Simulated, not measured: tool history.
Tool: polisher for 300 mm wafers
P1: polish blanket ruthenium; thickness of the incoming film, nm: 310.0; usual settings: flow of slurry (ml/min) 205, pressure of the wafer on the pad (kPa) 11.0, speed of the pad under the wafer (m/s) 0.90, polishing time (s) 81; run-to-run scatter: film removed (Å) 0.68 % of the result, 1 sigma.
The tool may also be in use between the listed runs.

run,hour,flow of slurry (ml/min),pressure of the wafer on the pad (kPa),speed of the pad under the wafer (m/s),polishing time (s),wafers polished on this pad,hours since the slurry nozzle was cleaned,hours since the head pressure was calibrated,film removed (Å)
1,4.2,205,11.0,0.90,81,565,188.9,312.2,638.30
2,13.3,205,11.0,0.90,81,654,198.0,321.3,635.23
3,18.1,205,11.0,0.90,54,700,202.8,326.1,426.13
4,26.8,205,11.0,0.90,126,785,211.5,334.8,990.96
5,33.5,205,11.0,0.90,81,850,218.2,341.5,638.52
6,42.0,205,15.2,0.90,81,933,226.7,350.0,867.01
7,47.4,125,11.0,0.90,81,986,232.1,355.4,578.32
8,53.8,205,11.0,0.90,81,1048,238.5,361.8,641.45
9,62.8,205,11.0,0.40,81,1136,247.5,370.8,282.73
10,70.3,160,14.5,0.90,81,1209,255.0,378.3,806.80
11,76.9,205,4.8,0.90,81,1274,261.6,384.9,277.53
# hour 81.3: head pressure recalibrated
12,82.3,205,11.0,1.42,81,1326,267.0,1.0,1005.80
13,91.1,265,11.0,0.90,81,1412,275.8,9.8,661.31
14,96.6,205,11.0,0.90,81,1466,281.3,15.3,631.98
15,103.3,205,11.0,0.90,81,1531,288.0,22.0,642.72
16,111.7,205,11.0,0.90,81,1613,296.4,30.4,623.99
17,119.9,205,11.0,0.90,81,1693,304.6,38.6,610.41
18,124.7,205,11.0,0.90,81,1740,309.4,43.4,613.99

Run 19 comes next. What will it give?
19,129.4,205,11.0,0.90,81,1785,314.1,48.1,?

{"run 19": {"film removed (Å)": 605.6}}
